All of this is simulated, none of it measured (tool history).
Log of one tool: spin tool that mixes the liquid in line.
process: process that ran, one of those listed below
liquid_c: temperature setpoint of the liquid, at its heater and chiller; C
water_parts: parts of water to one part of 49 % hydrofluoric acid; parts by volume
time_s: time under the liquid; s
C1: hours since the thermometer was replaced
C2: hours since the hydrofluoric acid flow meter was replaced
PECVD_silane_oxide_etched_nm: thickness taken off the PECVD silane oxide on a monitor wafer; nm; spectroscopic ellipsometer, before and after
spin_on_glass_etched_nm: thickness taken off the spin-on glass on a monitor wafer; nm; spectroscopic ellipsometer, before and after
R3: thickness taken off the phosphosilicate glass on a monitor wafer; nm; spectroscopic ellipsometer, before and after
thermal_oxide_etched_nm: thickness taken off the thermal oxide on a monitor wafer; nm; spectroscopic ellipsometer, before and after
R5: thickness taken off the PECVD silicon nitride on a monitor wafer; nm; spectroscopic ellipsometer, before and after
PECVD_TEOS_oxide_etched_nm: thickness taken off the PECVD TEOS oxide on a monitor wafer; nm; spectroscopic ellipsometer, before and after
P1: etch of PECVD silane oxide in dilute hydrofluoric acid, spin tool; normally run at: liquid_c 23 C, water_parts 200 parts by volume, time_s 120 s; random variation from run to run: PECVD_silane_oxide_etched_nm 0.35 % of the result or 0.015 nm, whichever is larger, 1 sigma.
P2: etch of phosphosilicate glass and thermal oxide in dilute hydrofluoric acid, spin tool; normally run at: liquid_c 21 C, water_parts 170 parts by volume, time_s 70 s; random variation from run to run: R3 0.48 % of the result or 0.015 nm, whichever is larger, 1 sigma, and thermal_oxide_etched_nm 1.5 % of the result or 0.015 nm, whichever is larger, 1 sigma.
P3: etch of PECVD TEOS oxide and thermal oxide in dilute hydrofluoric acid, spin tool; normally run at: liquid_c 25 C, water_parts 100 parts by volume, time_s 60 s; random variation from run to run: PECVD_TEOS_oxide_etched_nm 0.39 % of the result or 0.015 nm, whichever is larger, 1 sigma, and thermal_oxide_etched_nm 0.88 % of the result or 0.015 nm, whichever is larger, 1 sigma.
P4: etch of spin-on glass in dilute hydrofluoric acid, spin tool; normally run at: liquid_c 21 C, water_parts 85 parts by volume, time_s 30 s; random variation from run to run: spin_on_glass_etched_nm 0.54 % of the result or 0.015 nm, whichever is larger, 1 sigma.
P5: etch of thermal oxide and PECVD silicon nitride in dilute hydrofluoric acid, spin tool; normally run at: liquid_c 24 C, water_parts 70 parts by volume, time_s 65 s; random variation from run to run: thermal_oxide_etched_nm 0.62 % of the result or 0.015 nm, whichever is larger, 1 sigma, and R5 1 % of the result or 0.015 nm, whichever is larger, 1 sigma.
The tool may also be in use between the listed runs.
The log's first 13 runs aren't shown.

Run 14, hour 79.8: process P4, liquid_c 21 C, water_parts 85 parts by volume, time_s 30 s; C1 48.5; C2 1322.8. Result: spin_on_glass_etched_nm 17.317 nm.
Run 15, hour 85.9: process P3, liquid_c 32.5 C, water_parts 100 parts by volume, time_s 60 s; C1 54.6; C2 1328.9. Result: thermal_oxide_etched_nm 3.9029 nm, PECVD_TEOS_oxide_etched_nm 10.728 nm.
Run 16, hour 91.8: process P2, liquid_c 21 C, water_parts 170 parts by volume, time_s 15 s; C1 60.5; C2 1334.8. Result: R3 5.9287 nm, thermal_oxide_etched_nm 0.33654 nm.
Run 17, hour 97.8: process P4, liquid_c 21 C, water_parts 85 parts by volume, time_s 30 s; C1 66.5; C2 1340.8. Result: spin_on_glass_etched_nm 17.169 nm.
Run 18, hour 102.3: process P1, liquid_c 23 C, water_parts 200 parts by volume, time_s 120 s; C1 71; C2 1345.3. Result: PECVD_silane_oxide_etched_nm 8.5823 nm.
Run 19, hour 108.6: process P2, liquid_c 21 C, water_parts 170 parts by volume, time_s 70 s; C1 77.3; C2 1351.6. Result: R3 27.704 nm, thermal_oxide_etched_nm 1.626 nm.
Run 20, hour 114.9: process P2, liquid_c 21 C, water_parts 170 parts by volume, time_s 70 s; C1 83.6; C2 1357.9. Result: R3 27.711 nm, thermal_oxide_etched_nm 1.7254 nm.
Run 21, hour 122.2: process P1, liquid_c 23 C, water_parts 200 parts by volume, time_s 30 s; C1 90.9; C2 1365.2. Result: PECVD_silane_oxide_etched_nm 2.1492 nm.
Run 22, hour 127: process P1, liquid_c 23 C, water_parts 200 parts by volume, time_s 120 s; C1 95.7; C2 1370. Result: PECVD_silane_oxide_etched_nm 8.641 nm.
Run 23, hour 134.2: process P5, liquid_c 32 C, water_parts 70 parts by volume, time_s 65 s; C1 102.9; C2 1377.2. Result: thermal_oxide_etched_nm 5.8798 nm, R5 3.4912 nm.
Run 24, hour 140.7: process P1, liquid_c 23 C, water_parts 70 parts by volume, time_s 50 s; C1 109.4; C2 1383.7. Result: PECVD_silane_oxide_etched_nm 11.924 nm.
At hour 145.2: hydrofluoric acid flow meter replaced.
Run 25, hour 145.3: process P2, liquid_c 21 C, water_parts 305 parts by volume, time_s 70 s; C1 114; C2 0.2. Result: R3 13.586 nm, thermal_oxide_etched_nm 0.8094 nm.
Run 26, hour 149.5: process P1, liquid_c 23 C, water_parts 355 parts by volume, time_s 170 s; C1 118.2; C2 4.4. Result: PECVD_silane_oxide_etched_nm 5.925 nm.
Run 27, hour 156.3: process P1, liquid_c 23 C, water_parts 200 parts by volume, time_s 120 s; C1 125; C2 11.2. Result: PECVD_silane_oxide_etched_nm 8.6493 nm.
Run 28, hour 162.5: process P5, liquid_c 24 C, water_parts 20 parts by volume, time_s 65 s; C1 131.2; C2 17.4. Result: thermal_oxide_etched_nm 16.092 nm, R5 6.9714 nm.
Run 29, hour 168.9: process P1, liquid_c 23 C, water_parts 200 parts by volume, time_s 120 s; C1 137.6; C2 23.8. Result: PECVD_silane_oxide_etched_nm 8.6541 nm.

The next listed run, before its measurement:
Run 30, hour 175: process P3, liquid_c 25 C, water_parts 100 parts by volume, time_s 60 s; C1 143.7; C2 29.9. Result: thermal_oxide_etched_nm ?, PECVD_TEOS_oxide_etched_nm ?.

{"run 30": {"thermal_oxide_etched_nm": 2.9332, "PECVD_TEOS_oxide_etched_nm": 8.0273}}
